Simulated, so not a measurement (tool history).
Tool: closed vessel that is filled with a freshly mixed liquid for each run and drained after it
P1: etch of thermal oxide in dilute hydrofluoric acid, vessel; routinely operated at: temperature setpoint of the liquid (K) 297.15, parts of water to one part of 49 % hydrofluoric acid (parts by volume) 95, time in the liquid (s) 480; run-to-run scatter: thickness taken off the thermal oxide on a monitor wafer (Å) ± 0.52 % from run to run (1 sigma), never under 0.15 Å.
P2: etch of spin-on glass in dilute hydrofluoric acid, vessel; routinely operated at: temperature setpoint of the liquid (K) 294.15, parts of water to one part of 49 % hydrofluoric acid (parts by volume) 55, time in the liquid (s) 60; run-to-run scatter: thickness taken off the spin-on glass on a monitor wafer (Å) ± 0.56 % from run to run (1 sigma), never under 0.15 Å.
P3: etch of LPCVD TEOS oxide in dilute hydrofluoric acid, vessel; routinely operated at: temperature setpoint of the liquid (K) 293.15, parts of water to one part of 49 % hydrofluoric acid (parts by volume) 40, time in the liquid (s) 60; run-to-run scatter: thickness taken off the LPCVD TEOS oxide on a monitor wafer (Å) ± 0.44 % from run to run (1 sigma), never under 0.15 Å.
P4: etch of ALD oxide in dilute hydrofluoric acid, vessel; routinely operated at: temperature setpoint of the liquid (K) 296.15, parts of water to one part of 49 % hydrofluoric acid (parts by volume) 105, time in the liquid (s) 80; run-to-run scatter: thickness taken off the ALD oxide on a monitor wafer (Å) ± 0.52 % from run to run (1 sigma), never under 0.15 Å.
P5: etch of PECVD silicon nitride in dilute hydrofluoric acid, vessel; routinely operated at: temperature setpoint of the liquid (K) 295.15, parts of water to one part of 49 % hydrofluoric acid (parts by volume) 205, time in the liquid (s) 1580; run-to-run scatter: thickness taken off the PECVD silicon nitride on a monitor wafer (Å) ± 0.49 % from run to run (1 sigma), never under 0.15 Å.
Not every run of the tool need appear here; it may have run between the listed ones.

| run | hour | process that ran | temperature setpoint of the liquid (K) | parts of water to one part of 49 % hydrofluoric acid (parts by volume) | time in the liquid (s) | thickness taken off the thermal oxide on a monitor wafer (Å) | thickness taken off the spin-on glass on a monitor wafer (Å) | thickness taken off the PECVD silicon nitride on a monitor wafer (Å) | thickness taken off the ALD oxide on a monitor wafer (Å) | thickness taken off the LPCVD TEOS oxide on a monitor wafer (Å) |
|---|---|---|---|---|---|---|---|---|---|---|
| 1 | 6.0 | P1 | 297.15 | 95 | 480 | 245.220 |  |  |  |  |
| 2 | 13.9 | P1 | 304.15 | 95 | 480 | 320.440 |  |  |  |  |
| 3 | 24.9 | P2 | 290.15 | 55 | 60 |  | 331.27 |  |  |  |
| 4 | 35.1 | P5 | 295.15 | 205 | 2625 |  |  | 302.38 |  |  |
| 5 | 44.9 | P1 | 297.15 | 95 | 480 | 245.470 |  |  |  |  |
| 6 | 53.0 | P1 | 297.15 | 95 | 30 | 15.356 |  |  |  |  |
| 7 | 62.9 | P4 | 296.15 | 65 | 80 |  |  |  | 117.89 |  |
| 8 | 68.6 | P5 | 295.15 | 205 | 1580 |  |  | 181.19 |  |  |
| 9 | 73.8 | P1 | 297.15 | 25 | 480 | 1019.200 |  |  |  |  |
| 10 | 83.2 | P5 | 290.15 | 205 | 1580 |  |  | 131.03 |  |  |
| 11 | 89.6 | P1 | 297.15 | 95 | 480 | 243.850 |  |  |  |  |
| 12 | 100.7 | P1 | 297.15 | 95 | 480 | 246.280 |  |  |  |  |
| 13 | 111.0 | P2 | 294.15 | 25 | 60 |  | 896.78 |  |  |  |
| 14 | 117.1 | P1 | 293.15 | 95 | 480 | 209.150 |  |  |  |  |
| 15 | 123.4 | P3 | 293.15 | 60 | 60 |  |  |  |  | 287.58 |
| 16 | 132.1 | P3 | 299.15 | 40 | 60 |  |  |  |  | 565.04 |
| 17 | 142.3 | P1 | 297.15 | 95 | 480 | 244.750 |  |  |  |  |
| 18 | 151.3 | P2 | 294.15 | 55 | 60 |  | 388.38 |  |  |  |
| 19 | 159.3 | P4 | 296.15 | 105 | 30 |  |  |  | 26.22 |  |
| 20 | 165.7 | P1 | 297.15 | 95 | 855 | 433.210 |  |  |  |  |
| 21 | 172.9 | P5 | 295.15 | 205 | 1580 |  |  | 182.18 |  |  |
| 22 | 180.2 | P1 | 304.15 | 135 | 480 | 211.670 |  |  |  |  |
| 23 | 186.7 | P2 | 294.15 | 55 | 30 |  | 196.78 |  |  |  |
| 24 | 195.2 | P1 | 293.15 | 25 | 480 | 869.430 |  |  |  |  |

Forecast run 25:
| 25 | 206.2 | P2 | 294.15 | 55 | 60 |  | ? |  |  |  |

thickness taken off the spin-on glass on a monitor wafer (Å): 390.65
